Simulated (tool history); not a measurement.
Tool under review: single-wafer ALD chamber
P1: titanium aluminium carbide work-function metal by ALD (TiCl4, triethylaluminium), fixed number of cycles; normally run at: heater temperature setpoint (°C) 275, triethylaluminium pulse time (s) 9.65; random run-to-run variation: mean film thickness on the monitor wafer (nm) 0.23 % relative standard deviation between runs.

| run | hour | heater temperature setpoint (°C) | triethylaluminium pulse time (s) | mean film thickness on the monitor wafer (nm) |
|---|---|---|---|---|
| 1 | 13.6 | 275 | 9.65 | 1.735 |
|  | 15.3 | thermocouple changed; heater temperature recalibrated |
| 2 | 21.9 | 275 | 12.89 | 1.7784 |
| 3 | 32.5 | 265 | 12.52 | 1.69 |
| 4 | 39.1 | 275 | 9.65 | 1.7413 |
| 5 | 45.9 | 275 | 9.65 | 1.7348 |
| 6 | 54.6 | 275 | 4.66 | 1.4432 |
| 7 | 67.1 | 275 | 9.65 | 1.7358 |
| 8 | 77.4 | 292 | 6.39 | 1.7365 |
| 9 | 84.1 | 275 | 9.65 | 1.7293 |
| 10 | 92.3 | 250 | 9.65 | 1.5379 |
| 11 | 102.4 | 275 | 9.65 | 1.7359 |
| 12 | 108.7 | 297 | 9.65 | 1.9145 |
| 13 | 119.8 | 275 | 9.65 | 1.7418 |
| 14 | 131.2 | 275 | 9.65 | 1.7262 |
| 15 | 145.5 | 275 | 9.65 | 1.7137 |
| 16 | 152.7 | 275 | 9.65 | 1.7084 |
| 17 | 163.7 | 275 | 9.65 | 1.7072 |
| 18 | 171.6 | 275 | 9.65 | 1.699 |
| 19 | 180.8 | 275 | 9.65 | 1.6985 |
| 20 | 191.7 | 275 | 9.65 | 1.7057 |
| 21 | 203.3 | 275 | 9.65 | 1.6946 |
| 22 | 214.7 | 275 | 9.65 | 1.692 |

The log shows P1 creeping away from where it was. Any of the 2 causes listed here, at the size stated for it, fits the log just as well as the others:
A: wafer temperature below the value expected at the setpoint (K) = 5.27
B: triethylaluminium dose below that of a fresh bottle (%) = 15.4
The process output started creeping at around hour 119.8.

Which of the 4 check runs listed below separates the causes, so that each cause would produce a clearly different result? Each run uses one wafer, and its results are marked with question marks.
| check 1 | 226.1 | 284 | 9.65 | ? |
| check 2 | 226.1 | 275 | 5.54 | ? |
| check 3 | 226.1 | 286 | 9.65 | ? |
| check 4 | 226.1 | 297 | 9.65 | ? |

How each check would come out, cause by cause:
| check | result | if A | if B |
|---|---|---|---|
| check 1 | mean film thickness on the monitor wafer (nm) | 1.7689 | 1.7676 |
| check 2 | mean film thickness on the monitor wafer (nm) | 1.4975 | 1.4446 |
| check 3 | mean film thickness on the monitor wafer (nm) | 1.7855 | 1.7838 |
| check 4 | mean film thickness on the monitor wafer (nm) | 1.8774 | 1.8739 |
Distance between the nearest two causes, measured in the result of the check that separates them most: check 1 0.08 %; check 2 3.6 %; check 3 0.09 %; check 4 0.19 %
The other checks would show nearly matching results whichever cause is true, so check 2 is the only one that separates the causes.

The results of check 2 are: mean film thickness on the monitor wafer (nm) 1.4436. Based on these, which of the listed causes is it?

B is the cause: triethylaluminium dose below that of a fresh bottle (%).
